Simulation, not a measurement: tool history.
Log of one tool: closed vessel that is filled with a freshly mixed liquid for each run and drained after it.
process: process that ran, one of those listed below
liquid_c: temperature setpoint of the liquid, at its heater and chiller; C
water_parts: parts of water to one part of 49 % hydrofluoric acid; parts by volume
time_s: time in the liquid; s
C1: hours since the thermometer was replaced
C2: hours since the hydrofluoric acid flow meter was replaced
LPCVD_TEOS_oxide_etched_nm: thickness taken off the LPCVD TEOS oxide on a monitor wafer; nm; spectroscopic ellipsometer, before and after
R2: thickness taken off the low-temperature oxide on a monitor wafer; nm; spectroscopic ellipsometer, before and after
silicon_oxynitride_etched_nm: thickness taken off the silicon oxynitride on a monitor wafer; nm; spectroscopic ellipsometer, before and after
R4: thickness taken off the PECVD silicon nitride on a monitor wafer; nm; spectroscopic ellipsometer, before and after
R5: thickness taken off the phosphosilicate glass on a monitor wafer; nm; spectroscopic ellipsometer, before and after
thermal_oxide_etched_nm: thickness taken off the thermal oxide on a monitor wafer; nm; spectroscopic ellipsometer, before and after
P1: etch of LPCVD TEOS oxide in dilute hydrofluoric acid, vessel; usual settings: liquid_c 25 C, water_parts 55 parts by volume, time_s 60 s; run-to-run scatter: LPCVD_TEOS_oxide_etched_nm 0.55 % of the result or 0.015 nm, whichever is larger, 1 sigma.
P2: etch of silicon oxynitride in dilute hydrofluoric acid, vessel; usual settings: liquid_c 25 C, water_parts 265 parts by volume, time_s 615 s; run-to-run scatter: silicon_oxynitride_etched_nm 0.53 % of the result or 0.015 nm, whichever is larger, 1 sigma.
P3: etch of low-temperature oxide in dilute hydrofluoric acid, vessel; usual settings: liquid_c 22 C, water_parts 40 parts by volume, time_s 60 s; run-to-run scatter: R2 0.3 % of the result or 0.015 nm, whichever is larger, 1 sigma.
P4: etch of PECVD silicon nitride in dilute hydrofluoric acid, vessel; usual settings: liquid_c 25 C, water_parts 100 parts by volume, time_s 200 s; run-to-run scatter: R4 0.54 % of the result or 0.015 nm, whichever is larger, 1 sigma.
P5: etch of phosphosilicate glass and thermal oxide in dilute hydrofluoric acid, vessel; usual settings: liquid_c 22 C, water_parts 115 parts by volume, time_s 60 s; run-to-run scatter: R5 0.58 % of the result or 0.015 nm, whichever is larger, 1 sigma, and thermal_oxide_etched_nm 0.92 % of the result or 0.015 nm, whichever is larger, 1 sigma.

Run 1, day 0.133: process P1, liquid_c 25 C, water_parts 55 parts by volume, time_s 60 s; C1 885.2; C2 452.6. Result: LPCVD_TEOS_oxide_etched_nm 54.031 nm.
Run 2, day 0.304: process P3, liquid_c 22 C, water_parts 40 parts by volume, time_s 60 s; C1 889.3; C2 456.7. Result: R2 25.697 nm.
Run 3, day 0.429: process P3, liquid_c 22 C, water_parts 55 parts by volume, time_s 60 s; C1 892.3; C2 459.7. Result: R2 18.351 nm.
Run 4, day 0.608: process P1, liquid_c 30 C, water_parts 55 parts by volume, time_s 90 s; C1 896.6; C2 464. Result: LPCVD_TEOS_oxide_etched_nm 98.411 nm.
Run 5, day 0.771: process P2, liquid_c 25 C, water_parts 265 parts by volume, time_s 1175 s; C1 900.5; C2 467.9. Result: silicon_oxynitride_etched_nm 8.4361 nm.
Run 6, day 0.938: process P1, liquid_c 25 C, water_parts 55 parts by volume, time_s 110 s; C1 904.5; C2 471.9. Result: LPCVD_TEOS_oxide_etched_nm 98.947 nm.
Run 7, day 1.071: process P4, liquid_c 25 C, water_parts 185 parts by volume, time_s 200 s; C1 907.7; C2 475.1. Result: R4 3.2327 nm.
Run 8, day 1.171: process P4, liquid_c 33 C, water_parts 100 parts by volume, time_s 200 s; C1 910.1; C2 477.5. Result: R4 9.9587 nm.
Run 9, day 1.342: process P1, liquid_c 25 C, water_parts 55 parts by volume, time_s 60 s; C1 914.2; C2 481.6. Result: LPCVD_TEOS_oxide_etched_nm 54.36 nm.
Run 10, day 1.442: process P1, liquid_c 25 C, water_parts 55 parts by volume, time_s 60 s; C1 916.6; C2 484. Result: LPCVD_TEOS_oxide_etched_nm 54.095 nm.
Run 11, day 1.638: process P1, liquid_c 30 C, water_parts 55 parts by volume, time_s 60 s; C1 921.3; C2 488.7. Result: LPCVD_TEOS_oxide_etched_nm 64.964 nm.
Run 12, day 1.758: process P2, liquid_c 25 C, water_parts 130 parts by volume, time_s 615 s; C1 924.2; C2 491.6. Result: silicon_oxynitride_etched_nm 9.9518 nm.
Run 13, day 1.871: process P5, liquid_c 22 C, water_parts 115 parts by volume, time_s 60 s; C1 926.9; C2 494.3. Result: R5 57.316 nm, thermal_oxide_etched_nm 2.3185 nm.
Run 14, day 1.967: process P2, liquid_c 30.5 C, water_parts 265 parts by volume, time_s 615 s; C1 929.2; C2 496.6. Result: silicon_oxynitride_etched_nm 5.524 nm.
Run 15, day 2.1: process P5, liquid_c 28 C, water_parts 115 parts by volume, time_s 60 s; C1 932.4; C2 499.8. Result: R5 73.06 nm, thermal_oxide_etched_nm 2.8624 nm.
Run 16, day 2.238: process P1, liquid_c 25 C, water_parts 30 parts by volume, time_s 60 s; C1 935.7; C2 503.1. Result: LPCVD_TEOS_oxide_etched_nm 102.06 nm.
Run 17, day 2.412: process P1, liquid_c 25 C, water_parts 55 parts by volume, time_s 60 s; C1 939.9; C2 507.3. Result: LPCVD_TEOS_oxide_etched_nm 53.507 nm.
Run 18, day 2.533: process P3, liquid_c 22 C, water_parts 40 parts by volume, time_s 85 s; C1 942.8; C2 510.2. Result: R2 36.347 nm.
Run 19, day 2.733: process P5, liquid_c 22 C, water_parts 195 parts by volume, time_s 60 s; C1 947.6; C2 515. Result: R5 31.135 nm, thermal_oxide_etched_nm 1.2498 nm.
Run 20, day 2.883: process P3, liquid_c 17 C, water_parts 40 parts by volume, time_s 60 s; C1 951.2; C2 518.6. Result: R2 20.794 nm.
At day 2.983: thermometer replaced.
Run 21, day 3.075: process P1, liquid_c 25 C, water_parts 105 parts by volume, time_s 60 s; C1 2.2; C2 523.2. Result: LPCVD_TEOS_oxide_etched_nm 26.315 nm.
Run 22, day 3.175: process P2, liquid_c 25 C, water_parts 265 parts by volume, time_s 615 s; C1 4.6; C2 525.6. Result: silicon_oxynitride_etched_nm 4.3758 nm.
Run 23, day 3.296: process P5, liquid_c 22 C, water_parts 115 parts by volume, time_s 60 s; C1 7.5; C2 528.5. Result: R5 57.384 nm, thermal_oxide_etched_nm 2.2996 nm.
Run 24, day 3.404: process P1, liquid_c 17.5 C, water_parts 55 parts by volume, time_s 60 s; C1 10.1; C2 531.1. Result: LPCVD_TEOS_oxide_etched_nm 39.477 nm.
Run 25, day 3.533: process P4, liquid_c 25 C, water_parts 100 parts by volume, time_s 200 s; C1 13.2; C2 534.2. Result: R4 5.9007 nm.

Forecast run 26:
Run 26, day 3.65: process P1, liquid_c 25 C, water_parts 55 parts by volume, time_s 30 s; C1 16; C2 537. Result: LPCVD_TEOS_oxide_etched_nm ?.

{"run 26": {"LPCVD_TEOS_oxide_etched_nm": 26.828}}

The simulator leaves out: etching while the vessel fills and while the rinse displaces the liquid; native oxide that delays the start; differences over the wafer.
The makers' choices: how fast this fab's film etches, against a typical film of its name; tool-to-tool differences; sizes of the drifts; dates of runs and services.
